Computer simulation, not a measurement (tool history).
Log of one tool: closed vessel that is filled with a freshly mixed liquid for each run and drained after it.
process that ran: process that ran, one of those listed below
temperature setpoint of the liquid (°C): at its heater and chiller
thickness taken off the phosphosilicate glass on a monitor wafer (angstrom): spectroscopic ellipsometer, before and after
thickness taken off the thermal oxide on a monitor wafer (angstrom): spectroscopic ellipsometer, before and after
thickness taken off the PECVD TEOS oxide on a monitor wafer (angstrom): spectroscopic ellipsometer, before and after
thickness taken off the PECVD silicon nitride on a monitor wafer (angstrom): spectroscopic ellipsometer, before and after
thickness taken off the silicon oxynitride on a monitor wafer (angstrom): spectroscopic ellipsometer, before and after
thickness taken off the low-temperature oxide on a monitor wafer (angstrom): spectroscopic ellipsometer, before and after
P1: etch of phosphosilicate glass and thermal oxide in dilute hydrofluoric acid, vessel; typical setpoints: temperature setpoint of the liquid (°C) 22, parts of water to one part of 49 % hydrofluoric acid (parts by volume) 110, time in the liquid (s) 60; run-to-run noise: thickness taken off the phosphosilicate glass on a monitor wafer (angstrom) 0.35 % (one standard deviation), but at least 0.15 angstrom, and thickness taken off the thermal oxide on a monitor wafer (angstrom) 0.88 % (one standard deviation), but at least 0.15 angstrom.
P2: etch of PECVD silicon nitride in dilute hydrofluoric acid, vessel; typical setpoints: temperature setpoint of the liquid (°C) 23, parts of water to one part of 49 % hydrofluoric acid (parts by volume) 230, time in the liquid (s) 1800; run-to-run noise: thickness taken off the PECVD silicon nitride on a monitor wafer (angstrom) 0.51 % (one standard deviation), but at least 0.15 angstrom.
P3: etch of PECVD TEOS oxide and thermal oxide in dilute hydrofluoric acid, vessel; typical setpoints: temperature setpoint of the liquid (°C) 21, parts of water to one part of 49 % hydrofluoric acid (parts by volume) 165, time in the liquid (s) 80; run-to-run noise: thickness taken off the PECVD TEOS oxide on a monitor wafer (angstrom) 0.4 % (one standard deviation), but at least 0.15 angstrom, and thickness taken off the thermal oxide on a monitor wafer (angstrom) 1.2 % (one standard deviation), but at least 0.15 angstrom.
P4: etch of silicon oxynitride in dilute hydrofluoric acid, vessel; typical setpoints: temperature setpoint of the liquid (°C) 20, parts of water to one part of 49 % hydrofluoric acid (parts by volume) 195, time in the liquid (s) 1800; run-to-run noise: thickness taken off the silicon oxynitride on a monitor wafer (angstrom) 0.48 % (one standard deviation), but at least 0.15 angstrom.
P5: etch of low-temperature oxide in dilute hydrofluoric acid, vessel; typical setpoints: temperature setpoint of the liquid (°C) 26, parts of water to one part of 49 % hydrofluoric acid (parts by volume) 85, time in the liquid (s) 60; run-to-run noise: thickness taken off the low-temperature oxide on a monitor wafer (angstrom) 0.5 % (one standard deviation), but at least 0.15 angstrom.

run,hour,process that ran,temperature setpoint of the liquid (°C),parts of water to one part of 49 % hydrofluoric acid (parts by volume),time in the liquid (s),hours since the thermometer was replaced,hours since the hydrofluoric acid flow meter was replaced,thickness taken off the phosphosilicate glass on a monitor wafer (angstrom),thickness taken off the thermal oxide on a monitor wafer (angstrom),thickness taken off the PECVD TEOS oxide on a monitor wafer (angstrom),thickness taken off the PECVD silicon nitride on a monitor wafer (angstrom),thickness taken off the silicon oxynitride on a monitor wafer (angstrom),thickness taken off the low-temperature oxide on a monitor wafer (angstrom)
1,6.8,P1,22,110,60,206.1,1024.5,292.19,24.244,,,,
2,11.9,P3,28.5,165,80,211.2,1029.6,,24.412,73.681,,,
3,19.9,P2,23,230,60,219.2,1037.6,,,,4.6021,,
4,28.4,P1,22,110,60,227.7,1046.1,291.75,24.466,,,,
5,39,P4,25,195,1800,238.3,1056.7,,,,,158.17,
6,48.8,P1,22,110,60,248.1,1066.5,290.23,24.234,,,,
7,55.5,P2,18,230,1800,254.8,1073.2,,,,99.194,,
8,61.8,P5,20.5,85,60,261.1,1079.5,,,,,,66.058
# hour 65.9: hydrofluoric acid flow meter replaced
9,66.9,P4,20,195,1800,266.2,1,,,,,124.85,
10,76.9,P5,26,120,60,276.2,11,,,,,,56.325
11,82.9,P4,20,195,3480,282.2,17,,,,,245.49,
12,90.7,P4,20,275,1800,290,24.8,,,,,85.193,
13,101.1,P2,23,230,1800,300.4,35.2,,,,134.5,,
14,106.1,P3,21,45,80,305.4,40.2,,77.697,232.74,,,
15,114.8,P5,26,85,60,314.1,48.9,,,,,,82.2
16,122.6,P1,22,60,30,321.9,56.7,284.02,23.847,,,,
17,133,P3,21,165,80,332.3,67.1,,18.449,55.732,,,
18,139.9,P2,23,40,1800,339.2,74,,,,762.41,,
19,150.1,P1,22,110,60,349.4,84.2,291.82,24.684,,,,
20,155.2,P1,22,160,60,354.5,89.3,189.41,16.098,,,,
21,161.2,P5,26,85,30,360.5,95.3,,,,,,41.601
22,168.5,P1,22,60,60,367.8,102.6,570.59,47.737,,,,
23,177.1,P1,22,110,90,376.4,111.2,439.14,36.913,,,,
24,187.6,P3,21,165,30,386.9,121.7,,6.8505,20.911,,,

For run 25, what comes out?
25,193,P1,22,110,60,392.3,127.1,?,?,,,,

For run 25 the tool returned thickness taken off the phosphosilicate glass on a monitor wafer (angstrom) 291.76, thickness taken off the thermal oxide on a monitor wafer (angstrom) 24.794.
